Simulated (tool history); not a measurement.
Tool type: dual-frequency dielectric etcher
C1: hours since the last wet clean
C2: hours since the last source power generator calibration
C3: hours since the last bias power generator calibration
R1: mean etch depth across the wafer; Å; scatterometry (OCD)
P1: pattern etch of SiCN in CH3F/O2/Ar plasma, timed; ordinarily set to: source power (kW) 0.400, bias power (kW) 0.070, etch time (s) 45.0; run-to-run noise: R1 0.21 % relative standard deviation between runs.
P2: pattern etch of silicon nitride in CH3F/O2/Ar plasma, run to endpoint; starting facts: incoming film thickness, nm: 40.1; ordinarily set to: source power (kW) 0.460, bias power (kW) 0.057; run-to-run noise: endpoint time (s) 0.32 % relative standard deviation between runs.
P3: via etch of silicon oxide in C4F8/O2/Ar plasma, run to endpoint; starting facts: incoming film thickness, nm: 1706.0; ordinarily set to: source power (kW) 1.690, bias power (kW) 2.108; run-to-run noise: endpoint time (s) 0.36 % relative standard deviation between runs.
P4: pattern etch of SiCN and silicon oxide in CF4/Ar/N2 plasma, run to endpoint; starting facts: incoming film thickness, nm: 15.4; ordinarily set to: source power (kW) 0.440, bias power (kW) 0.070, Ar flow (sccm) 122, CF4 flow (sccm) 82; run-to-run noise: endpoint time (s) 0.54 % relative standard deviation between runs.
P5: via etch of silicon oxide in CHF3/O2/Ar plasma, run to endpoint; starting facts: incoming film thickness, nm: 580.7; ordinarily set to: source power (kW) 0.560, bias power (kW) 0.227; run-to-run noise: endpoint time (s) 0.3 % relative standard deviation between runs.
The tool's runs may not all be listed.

{"run": 1, "hour": 10.3, "process that ran": "P1", "source power (kW)": 0.4, "bias power (kW)": 0.07, "etch time (s)": 45.0, "C1": 64.5, "C2": 589.7, "C3": 2961.5, "R1": 168.68}
{"run": 2, "hour": 19.6, "process that ran": "P2", "source power (kW)": 0.46, "bias power (kW)": 0.057, "C1": 73.8, "C2": 599.0, "C3": 2970.8, "endpoint time (s)": 60.493}
{"run": 3, "hour": 29.7, "process that ran": "P5", "source power (kW)": 0.56, "bias power (kW)": 0.227, "C1": 83.9, "C2": 609.1, "C3": 2980.9, "endpoint time (s)": 273.55}
{"run": 4, "hour": 39.6, "process that ran": "P2", "source power (kW)": 0.46, "bias power (kW)": 0.08, "C1": 93.8, "C2": 619.0, "C3": 2990.8, "endpoint time (s)": 54.388}
{"run": 5, "hour": 46.8, "process that ran": "P1", "source power (kW)": 0.25, "bias power (kW)": 0.07, "etch time (s)": 26.0, "C1": 101.0, "C2": 626.2, "C3": 2998.0, "R1": 82.245}
{"run": 6, "hour": 56.0, "process that ran": "P1", "source power (kW)": 0.4, "bias power (kW)": 0.044, "etch time (s)": 45.0, "C1": 110.2, "C2": 635.4, "C3": 3007.2, "R1": 145.26}
{"run": 7, "hour": 69.6, "process that ran": "P4", "source power (kW)": 0.44, "bias power (kW)": 0.07, "Ar flow (sccm)": 122, "CF4 flow (sccm)": 55, "C1": 123.8, "C2": 649.0, "C3": 3020.8, "endpoint time (s)": 19.561}
{"run": 8, "hour": 82.5, "process that ran": "P1", "source power (kW)": 0.4, "bias power (kW)": 0.085, "etch time (s)": 55.5, "C1": 136.7, "C2": 661.9, "C3": 3033.7, "R1": 224.28}
{"run": 9, "hour": 96.1, "process that ran": "P1", "source power (kW)": 0.4, "bias power (kW)": 0.07, "etch time (s)": 62.5, "C1": 150.3, "C2": 675.5, "C3": 3047.3, "R1": 235.7}
{"run": 10, "hour": 103.9, "process that ran": "P1", "source power (kW)": 0.56, "bias power (kW)": 0.07, "etch time (s)": 45.0, "C1": 158.1, "C2": 683.3, "C3": 3055.1, "R1": 192.81}
{"run": 11, "hour": 116.5, "process that ran": "P1", "source power (kW)": 0.4, "bias power (kW)": 0.07, "etch time (s)": 45.0, "C1": 170.7, "C2": 695.9, "C3": 3067.7, "R1": 169.24}
{"run": 12, "hour": 125.2, "process that ran": "P3", "source power (kW)": 1.99, "bias power (kW)": 2.108, "C1": 179.4, "C2": 704.6, "C3": 3076.4, "endpoint time (s)": 331.37}
{"run": 13, "hour": 134.7, "process that ran": "P1", "source power (kW)": 0.4, "bias power (kW)": 0.07, "etch time (s)": 45.0, "C1": 188.9, "C2": 714.1, "C3": 3085.9, "R1": 169.53}
{"run": 14, "hour": 145.3, "process that ran": "P1", "source power (kW)": 0.4, "bias power (kW)": 0.07, "etch time (s)": 30.0, "C1": 199.5, "C2": 724.7, "C3": 3096.5, "R1": 113.03}
{"run": 15, "hour": 153.0, "process that ran": "P1", "source power (kW)": 0.4, "bias power (kW)": 0.07, "etch time (s)": 45.0, "C1": 207.2, "C2": 732.4, "C3": 3104.2, "R1": 170.15}
{"run": 16, "hour": 160.3, "process that ran": "P5", "source power (kW)": 0.56, "bias power (kW)": 0.158, "C1": 214.5, "C2": 739.7, "C3": 3111.5, "endpoint time (s)": 308.54}
{"run": 17, "hour": 172.0, "process that ran": "P4", "source power (kW)": 0.44, "bias power (kW)": 0.07, "Ar flow (sccm)": 122, "CF4 flow (sccm)": 82, "C1": 226.2, "C2": 751.4, "C3": 3123.2, "endpoint time (s)": 18.272}
{"run": 18, "hour": 184.0, "process that ran": "P1", "source power (kW)": 0.29, "bias power (kW)": 0.07, "etch time (s)": 45.0, "C1": 238.2, "C2": 763.4, "C3": 3135.2, "R1": 150.04}
{"run": 19, "hour": 192.8, "process that ran": "P3", "source power (kW)": 1.69, "bias power (kW)": 2.942, "C1": 247.0, "C2": 772.2, "C3": 3144.0, "endpoint time (s)": 323.03}
{"run": 20, "hour": 204.1, "process that ran": "P2", "source power (kW)": 0.29, "bias power (kW)": 0.057, "C1": 258.3, "C2": 783.5, "C3": 3155.3, "endpoint time (s)": 72.63}
{"run": 21, "hour": 212.3, "process that ran": "P4", "source power (kW)": 0.44, "bias power (kW)": 0.05, "Ar flow (sccm)": 122, "CF4 flow (sccm)": 82, "C1": 266.5, "C2": 791.7, "C3": 3163.5, "endpoint time (s)": 20.429}
{"run": 22, "hour": 223.6, "process that ran": "P4", "source power (kW)": 0.58, "bias power (kW)": 0.07, "Ar flow (sccm)": 122, "CF4 flow (sccm)": 82, "C1": 277.8, "C2": 803.0, "C3": 3174.8, "endpoint time (s)": 14.399}
{"run": 23, "hour": 232.6, "process that ran": "P4", "source power (kW)": 0.44, "bias power (kW)": 0.07, "Ar flow (sccm)": 167, "CF4 flow (sccm)": 82, "C1": 286.8, "C2": 812.0, "C3": 3183.8, "endpoint time (s)": 19.246}
{"run": 24, "hour": 245.9, "process that ran": "P1", "source power (kW)": 0.4, "bias power (kW)": 0.086, "etch time (s)": 45.0, "C1": 300.1, "C2": 825.3, "C3": 3197.1, "R1": 182.35}
{"run": 25, "hour": 256.2, "process that ran": "P2", "source power (kW)": 0.46, "bias power (kW)": 0.057, "C1": 310.4, "C2": 835.6, "C3": 3207.4, "endpoint time (s)": 60.41}
{"run": 26, "hour": 267.5, "process that ran": "P4", "source power (kW)": 0.44, "bias power (kW)": 0.07, "Ar flow (sccm)": 122, "CF4 flow (sccm)": 82, "C1": 321.7, "C2": 846.9, "C3": 3218.7, "endpoint time (s)": 18.471}

Estimate the outcome of run 27 from the log above:
{"run": 27, "hour": 279.7, "process that ran": "P1", "source power (kW)": 0.4, "bias power (kW)": 0.07, "etch time (s)": 45.0, "C1": 333.9, "C2": 859.1, "C3": 3230.9, "R1": "?"}

Logged for run 27: R1 169.680 Å.
